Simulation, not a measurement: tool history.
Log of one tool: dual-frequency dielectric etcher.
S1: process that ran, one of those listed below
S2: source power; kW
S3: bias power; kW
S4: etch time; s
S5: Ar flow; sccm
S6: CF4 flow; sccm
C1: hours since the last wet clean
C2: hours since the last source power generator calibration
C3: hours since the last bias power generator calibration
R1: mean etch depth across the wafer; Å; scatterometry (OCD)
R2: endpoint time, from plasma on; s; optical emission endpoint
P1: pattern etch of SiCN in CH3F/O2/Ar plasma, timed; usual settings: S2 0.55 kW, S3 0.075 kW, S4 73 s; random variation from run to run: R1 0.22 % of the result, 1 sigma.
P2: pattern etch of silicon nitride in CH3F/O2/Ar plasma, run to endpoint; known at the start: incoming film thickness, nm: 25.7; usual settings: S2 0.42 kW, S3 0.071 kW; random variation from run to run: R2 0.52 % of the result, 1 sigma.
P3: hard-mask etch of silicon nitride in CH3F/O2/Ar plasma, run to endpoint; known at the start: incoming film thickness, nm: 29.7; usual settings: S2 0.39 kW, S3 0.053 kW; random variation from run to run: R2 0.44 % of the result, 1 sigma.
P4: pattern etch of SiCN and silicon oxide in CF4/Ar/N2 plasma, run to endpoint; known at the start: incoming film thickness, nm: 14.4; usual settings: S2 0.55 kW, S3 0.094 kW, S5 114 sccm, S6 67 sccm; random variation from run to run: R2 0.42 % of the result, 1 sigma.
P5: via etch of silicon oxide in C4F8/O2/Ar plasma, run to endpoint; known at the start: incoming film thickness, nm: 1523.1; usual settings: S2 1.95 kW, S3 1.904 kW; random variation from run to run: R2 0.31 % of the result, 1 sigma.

run   hour  S1    S2     S3    S4   S5  S6     C1      C2      C3      R1      R2
  1   11.1  P1  0.55  0.075    73           467.9   648.4  1543.7  308.02
  2   18.4  P1  0.55  0.075    73           475.2   655.7    1551  309.17
  3   30.4  P3  0.47  0.053                 487.2   667.7    1563          44.859
  4   37.4  P1  0.55  0.092    73           494.2   674.7    1570  332.48
  5   49.4  P5  1.95  1.904                 506.2   686.7    1582          317.63
  6   59.5  P3  0.39  0.074                 516.3   696.8  1592.1          43.316
  7   70.2  P4  0.55  0.094         82  67    527   707.5  1602.8          12.044
  8   79.8  P1  0.55  0.052    73           536.6   717.1  1612.4  271.73
  9   89.7  P2  0.42  0.071                 546.5     727  1622.3          37.991
 10   99.5  P2  0.42  0.071                 556.3   736.8  1632.1          37.971
 11  108.5  P1  0.55  0.061  52.5           565.3   745.8  1641.1  205.92
 12  121.5  P1  0.55  0.075    73           578.3   758.8  1654.1  309.45
 13  127.8  P1  0.55  0.075    73           584.6   765.1  1660.4  308.98
 14  134.7  P2  0.57  0.071                 591.5     772  1667.3          33.675
 15  144.9  P2  0.42  0.098                 601.7   782.2  1677.5           33.83
 16  151.6  P1  0.55  0.075    41           608.4   788.9  1684.2  173.56
 17  163.6  P4  0.55  0.094        114  54  620.4   800.9  1696.2          13.075
 18  174.5  P5  1.95  1.904                 631.3   811.8  1707.1          317.51
 19  186.2  P1  0.35  0.075    73             643   823.5  1718.8  259.81
 20  193.8  P1  0.55  0.075    73           650.6   831.1  1726.4  308.44
 21    205  P4  0.42  0.094        114  67  661.8   842.3  1737.6          15.947
 22  214.6  P1  0.71  0.075    73           671.4   851.9  1747.2  340.28
 23    223  P1  0.55  0.075    99           679.8   860.3  1755.6  417.75
 24  235.8  P1  0.55  0.075    73           692.6   873.1  1768.4  306.88
 25  244.2  P4  0.55  0.094        114  67    701   881.5  1776.8          12.712
 26  251.6  P3  0.39  0.053                 708.4   888.9  1784.2          48.168
 27    262  P4  0.55  0.094        114  67  718.8   899.3  1794.6          12.595
 28  274.6  P5  1.22  1.904                 731.4   911.9  1807.2          382.86
 29  285.1  P5  1.95  2.434                 741.9   922.4  1817.7           296.1
 30    297  P4  0.55  0.054        114  67  753.8   934.3  1829.6          15.262
 31  305.3  P1  0.55  0.075    73           762.1   942.6  1837.9   307.8
 32  314.4  P1  0.55  0.075    73           771.2   951.7    1847  305.67
 33  323.6  P1  0.55  0.075    73           780.4   960.9  1856.2  306.66
 34    336  P1  0.55  0.075    73           792.8   973.3  1868.6  305.18
 35  341.8  P1  0.55  0.075    73           798.6   979.1  1874.4  304.43
 36  348.7  P1  0.55  0.075    73           805.5     986  1881.3  304.49
 37  356.2  P1  0.55  0.075    73             813   993.5  1888.8  303.97
     360.5  -- wet clean of the chamber
 38  367.4  P1  0.55  0.075    73             6.9  1004.7    1900  303.41
 39  373.1  P1  0.55  0.075    73            12.6  1010.4  1905.7  303.73
 40  379.3  P1  0.55  0.075    73            18.8  1016.6  1911.9  303.83

What P1 gives has crept away from where it was. These 2 causes fit the log equally well, each at the size given:
A: bias power that arrives under what is set, % = 4.44
B: source power that arrives under what is set, % = 4.08
The creep began at about hour 305.3.
Why every other cause is out:
chamber walls in a state that lowers the etch rate, %: serviced at hour 360.5, which brought nothing back

4 check runs are offered, each on 2 wafers whose results are averaged, their results left as question marks. Which one tells the causes apart?
check 1  385.5  P5  1.95  2.191                                ?
check 2  385.5  P3  0.39   0.07                                ?
check 3  385.5  P4  0.55  0.056      114  67                   ?
check 4  385.5  P2  0.42  0.095                                ?

What each check would give under each cause:
  check  result    if A    if B
check 1      R2  309.22  310.26
check 2      R2  44.688  44.706
check 3      R2  15.276  15.622
check 4      R2  34.735  34.706
How far apart the two closest causes lie, in the result that separates them most: check 1 0.33 %; check 2 0.04 %; check 3 2.24 %; check 4 0.08 %
Check 3 tells the causes apart: in the others they would give nearly the same result.

Check 3 was then run and gave: R2 15.224 s. Which cause is it?

It is A: bias power that arrives under what is set, %.
